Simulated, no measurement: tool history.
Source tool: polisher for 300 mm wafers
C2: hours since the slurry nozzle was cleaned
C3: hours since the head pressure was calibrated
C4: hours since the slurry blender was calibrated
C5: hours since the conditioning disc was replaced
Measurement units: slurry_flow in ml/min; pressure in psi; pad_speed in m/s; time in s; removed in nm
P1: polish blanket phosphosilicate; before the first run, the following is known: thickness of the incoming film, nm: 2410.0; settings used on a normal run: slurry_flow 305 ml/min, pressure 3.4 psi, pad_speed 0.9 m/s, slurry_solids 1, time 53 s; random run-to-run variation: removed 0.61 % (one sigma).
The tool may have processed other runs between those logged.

run 1 hour=5.4 | slurry_flow=305 pressure=3.4 pad_speed=0.9 slurry_solids=1 time=53 | wafers_polished_on_this_pad=172 C2=56.3 C3=98.8 C4=165.4 C5=117 | removed=467.73
run 2 hour=9.6 | slurry_flow=305 pressure=3.4 pad_speed=0.9 slurry_solids=1 time=83 | wafers_polished_on_this_pad=216 C2=60.5 C3=103 C4=169.6 C5=121.2 | removed=723.44
run 3 hour=12.3 | slurry_flow=185 pressure=3.4 pad_speed=0.9 slurry_solids=1 time=53 | wafers_polished_on_this_pad=244 C2=63.2 C3=105.7 C4=172.3 C5=123.9 | removed=436.91
run 4 hour=17.9 | slurry_flow=305 pressure=1.6 pad_speed=0.9 slurry_solids=1 time=53 | wafers_polished_on_this_pad=303 C2=68.8 C3=111.3 C4=177.9 C5=129.5 | removed=217.84
run 5 hour=23.3 | slurry_flow=305 pressure=3.4 pad_speed=0.9 slurry_solids=0.6 time=53 | wafers_polished_on_this_pad=360 C2=74.2 C3=116.7 C4=183.3 C5=134.9 | removed=355.24
run 6 hour=28.1 | slurry_flow=305 pressure=3.4 pad_speed=0.9 slurry_solids=1.45 time=53 | wafers_polished_on_this_pad=410 C2=79 C3=121.5 C4=188.1 C5=139.7 | removed=537.94
run 7 hour=32 | slurry_flow=305 pressure=3.4 pad_speed=0.9 slurry_solids=1 time=53 | wafers_polished_on_this_pad=451 C2=82.9 C3=125.4 C4=192 C5=143.6 | removed=464.91
run 8 hour=36.2 | slurry_flow=445 pressure=4.8 pad_speed=0.9 slurry_solids=1 time=53 | wafers_polished_on_this_pad=495 C2=87.1 C3=129.6 C4=196.2 C5=147.8 | removed=674.05
run 9 hour=40.9 | slurry_flow=305 pressure=3.4 pad_speed=0.9 slurry_solids=1 time=53 | wafers_polished_on_this_pad=544 C2=91.8 C3=134.3 C4=200.9 C5=152.5 | removed=466.49
run 10 hour=44.6 | slurry_flow=305 pressure=4.5 pad_speed=0.9 slurry_solids=1 time=53 | wafers_polished_on_this_pad=583 C2=95.5 C3=138 C4=204.6 C5=156.2 | removed=612.13
-- hour=47.4 slurry nozzle cleaned
run 11 hour=49.3 | slurry_flow=305 pressure=3.4 pad_speed=1.3 slurry_solids=1 time=53 | wafers_polished_on_this_pad=633 C2=1.9 C3=142.7 C4=209.3 C5=160.9 | removed=621.71
run 12 hour=52.9 | slurry_flow=305 pressure=3.4 pad_speed=0.9 slurry_solids=1 time=53 | wafers_polished_on_this_pad=671 C2=5.5 C3=146.3 C4=212.9 C5=164.5 | removed=461.53
run 13 hour=56.6 | slurry_flow=305 pressure=3.4 pad_speed=0.44 slurry_solids=1 time=53 | wafers_polished_on_this_pad=709 C2=9.2 C3=150 C4=216.6 C5=168.2 | removed=263.07
run 14 hour=59.8 | slurry_flow=305 pressure=3.4 pad_speed=0.9 slurry_solids=1 time=53 | wafers_polished_on_this_pad=743 C2=12.4 C3=153.2 C4=219.8 C5=171.4 | removed=465.32
run 15 hour=62.8 | slurry_flow=400 pressure=3.4 pad_speed=0.9 slurry_solids=1 time=53 | wafers_polished_on_this_pad=775 C2=15.4 C3=156.2 C4=222.8 C5=174.4 | removed=476.24
run 16 hour=67.2 | slurry_flow=305 pressure=5 pad_speed=0.9 slurry_solids=1.3 time=53 | wafers_polished_on_this_pad=821 C2=19.8 C3=160.6 C4=227.2 C5=178.8 | removed=767.05
run 17 hour=71.1 | slurry_flow=305 pressure=3.4 pad_speed=0.9 slurry_solids=1 time=24 | wafers_polished_on_this_pad=862 C2=23.7 C3=164.5 C4=231.1 C5=182.7 | removed=211.06
run 18 hour=75.8 | slurry_flow=305 pressure=3.4 pad_speed=0.9 slurry_solids=1 time=53 | wafers_polished_on_this_pad=911 C2=28.4 C3=169.2 C4=235.8 C5=187.4 | removed=465.65
run 19 hour=81.2 | slurry_flow=305 pressure=3.4 pad_speed=0.9 slurry_solids=1 time=53 | wafers_polished_on_this_pad=968 C2=33.8 C3=174.6 C4=241.2 C5=192.8 | removed=434.73
run 20 hour=86.7 | slurry_flow=305 pressure=3.4 pad_speed=0.9 slurry_solids=1 time=53 | wafers_polished_on_this_pad=1026 C2=39.3 C3=180.1 C4=246.7 C5=198.3 | removed=421.7
run 21 hour=91.7 | slurry_flow=305 pressure=3.4 pad_speed=0.9 slurry_solids=1 time=53 | wafers_polished_on_this_pad=1078 C2=44.3 C3=185.1 C4=251.7 C5=203.3 | removed=410.1
-- hour=91.8 conditioning disc replaced and pad reconditioned
-- hour=94.8 head pressure recalibrated
run 22 hour=96.4 | slurry_flow=305 pressure=3.4 pad_speed=0.9 slurry_solids=1 time=53 | wafers_polished_on_this_pad=1128 C2=49 C3=1.6 C4=256.4 C5=4.6 | removed=407.46
run 23 hour=100.3 | slurry_flow=305 pressure=3.4 pad_speed=0.9 slurry_solids=1 time=53 | wafers_polished_on_this_pad=1169 C2=52.9 C3=5.5 C4=260.3 C5=8.5 | removed=402.27
run 24 hour=103.4 | slurry_flow=305 pressure=3.4 pad_speed=0.9 slurry_solids=1 time=53 | wafers_polished_on_this_pad=1201 C2=56 C3=8.6 C4=263.4 C5=11.6 | removed=405.89

What P1 gives has crept away from where it was. These 2 causes fit the log equally well, each at the size given:
A: removal rate lost through wear of the pad, % = 13.2
B: abrasive missing from the slurry, % = 25.1
The drift started at roughly hour 75.8.
Excluded causes, each with its reason:
slurry flow missing at the pad, %: cannot exceed 40; that much would move removed by -5.6 %, which falls short of the creep or goes against it
head's pressure below its setpoint, %: work on it at hour 94.8, done after the drift set in, did not restore what the process gave before
time polished since the conditioner stopped cutting, s: work on it at hour 91.8, done after the drift set in, did not restore what the process gave before

Consider the 4 check runs below, whose results appear as question marks and each of which averages 5 wafers. Which one distinguishes the causes, in that each cause would give it a clearly different result?
run check 1 hour=106.5 | slurry_flow=305 pressure=3.4 pad_speed=0.9 slurry_solids=0.75 time=53 | removed=?
run check 2 hour=106.5 | slurry_flow=305 pressure=3.4 pad_speed=0.7 slurry_solids=1 time=27 | removed=?
run check 3 hour=106.5 | slurry_flow=215 pressure=3.4 pad_speed=0.48 slurry_solids=1 time=53 | removed=?
run check 4 hour=106.5 | slurry_flow=305 pressure=3.4 pad_speed=1.24 slurry_solids=1 time=74 | removed=?

Expected result of each check under each candidate cause:
check=check_1 result=removed if_A=349.83 if_B=342.61
check=check_2 result=removed if_A=167.84 if_B=167.81
check=check_3 result=removed if_A=234.87 if_B=234.82
check=check_4 result=removed if_A=726.83 if_B=726.67
Distance between the nearest two causes, measured in the result of the check that separates them most: check 1 2.09 %; check 2 0.02 %; check 3 0.02 %; check 4 0.02 %
Only check 1 tells the causes apart: in the others they would give nearly the same result.

Check 1 was then run and gave: removed 343.97 nm. Which cause is it?

It was cause B: abrasive missing from the slurry, %.

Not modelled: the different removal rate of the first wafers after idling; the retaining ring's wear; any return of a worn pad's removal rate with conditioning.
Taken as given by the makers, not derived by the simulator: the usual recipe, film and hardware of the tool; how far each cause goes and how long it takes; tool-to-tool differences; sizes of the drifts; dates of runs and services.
